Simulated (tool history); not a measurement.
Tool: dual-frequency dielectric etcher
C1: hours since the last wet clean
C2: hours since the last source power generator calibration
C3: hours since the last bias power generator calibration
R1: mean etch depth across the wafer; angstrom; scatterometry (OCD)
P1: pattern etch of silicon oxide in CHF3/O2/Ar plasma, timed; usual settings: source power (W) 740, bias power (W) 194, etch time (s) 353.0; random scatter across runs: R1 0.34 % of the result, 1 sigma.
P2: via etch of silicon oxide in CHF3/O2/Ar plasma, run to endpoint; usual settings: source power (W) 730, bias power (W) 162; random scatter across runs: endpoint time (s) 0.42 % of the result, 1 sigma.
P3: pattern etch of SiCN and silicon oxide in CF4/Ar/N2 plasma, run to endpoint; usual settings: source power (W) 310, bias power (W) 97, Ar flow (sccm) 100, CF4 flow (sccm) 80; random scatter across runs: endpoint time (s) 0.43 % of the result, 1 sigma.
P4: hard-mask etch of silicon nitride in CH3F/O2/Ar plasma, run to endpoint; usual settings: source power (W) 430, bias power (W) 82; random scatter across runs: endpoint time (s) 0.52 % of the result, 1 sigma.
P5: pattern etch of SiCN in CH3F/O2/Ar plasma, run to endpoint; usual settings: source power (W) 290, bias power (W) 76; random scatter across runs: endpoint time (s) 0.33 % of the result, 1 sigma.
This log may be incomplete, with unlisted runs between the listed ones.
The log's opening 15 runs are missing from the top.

{"run": 16, "hour": 188.4, "process that ran": "P2", "source power (W)": 730, "bias power (W)": 162, "C1": 128.1, "C2": 1467.4, "C3": 1041.5, "endpoint time (s)": 239.88}
{"run": 17, "hour": 200.1, "process that ran": "P2", "source power (W)": 730, "bias power (W)": 162, "C1": 139.8, "C2": 1479.1, "C3": 1053.2, "endpoint time (s)": 240.49}
{"run": 18, "hour": 213.4, "process that ran": "P3", "source power (W)": 310, "bias power (W)": 97, "Ar flow (sccm)": 80, "CF4 flow (sccm)": 80, "C1": 153.1, "C2": 1492.4, "C3": 1066.5, "endpoint time (s)": 13.754}
{"run": 19, "hour": 227.3, "process that ran": "P5", "source power (W)": 290, "bias power (W)": 76, "C1": 167.0, "C2": 1506.3, "C3": 1080.4, "endpoint time (s)": 31.099}
{"run": 20, "hour": 236.4, "process that ran": "P5", "source power (W)": 180, "bias power (W)": 76, "C1": 176.1, "C2": 1515.4, "C3": 1089.5, "endpoint time (s)": 37.084}
{"run": 21, "hour": 251.6, "process that ran": "P1", "source power (W)": 740, "bias power (W)": 265, "etch time (s)": 505.5, "C1": 191.3, "C2": 1530.6, "C3": 1104.7, "R1": 12397.0}
{"run": 22, "hour": 263.4, "process that ran": "P1", "source power (W)": 740, "bias power (W)": 194, "etch time (s)": 353.0, "C1": 203.1, "C2": 1542.4, "C3": 1116.5, "R1": 7725.4}
{"run": 23, "hour": 276.7, "process that ran": "P2", "source power (W)": 1010, "bias power (W)": 162, "C1": 216.4, "C2": 1555.7, "C3": 1129.8, "endpoint time (s)": 212.94}
{"run": 24, "hour": 288.2, "process that ran": "P4", "source power (W)": 430, "bias power (W)": 82, "C1": 227.9, "C2": 1567.2, "C3": 1141.3, "endpoint time (s)": 63.607}
{"hour": 290.9, "done": "source power generator calibrated"}
{"run": 25, "hour": 298.1, "process that ran": "P1", "source power (W)": 740, "bias power (W)": 194, "etch time (s)": 353.0, "C1": 237.8, "C2": 7.2, "C3": 1151.2, "R1": 7724.9}
{"run": 26, "hour": 308.0, "process that ran": "P3", "source power (W)": 310, "bias power (W)": 97, "Ar flow (sccm)": 100, "CF4 flow (sccm)": 80, "C1": 247.7, "C2": 17.1, "C3": 1161.1, "endpoint time (s)": 14.13}
{"run": 27, "hour": 321.0, "process that ran": "P3", "source power (W)": 310, "bias power (W)": 97, "Ar flow (sccm)": 100, "CF4 flow (sccm)": 80, "C1": 260.7, "C2": 30.1, "C3": 1174.1, "endpoint time (s)": 14.094}
{"run": 28, "hour": 330.7, "process that ran": "P1", "source power (W)": 470, "bias power (W)": 238, "etch time (s)": 353.0, "C1": 270.4, "C2": 39.8, "C3": 1183.8, "R1": 7001.7}
{"run": 29, "hour": 342.1, "process that ran": "P1", "source power (W)": 740, "bias power (W)": 194, "etch time (s)": 353.0, "C1": 281.8, "C2": 51.2, "C3": 1195.2, "R1": 7800.5}
{"run": 30, "hour": 357.7, "process that ran": "P2", "source power (W)": 730, "bias power (W)": 227, "C1": 297.4, "C2": 66.8, "C3": 1210.8, "endpoint time (s)": 216.1}

The next listed run, before its measurement:
{"run": 31, "hour": 368.1, "process that ran": "P1", "source power (W)": 530, "bias power (W)": 194, "etch time (s)": 431.0, "C1": 307.8, "C2": 77.2, "C3": 1221.2, "R1": "?"}

R1: 8342.7 angstrom
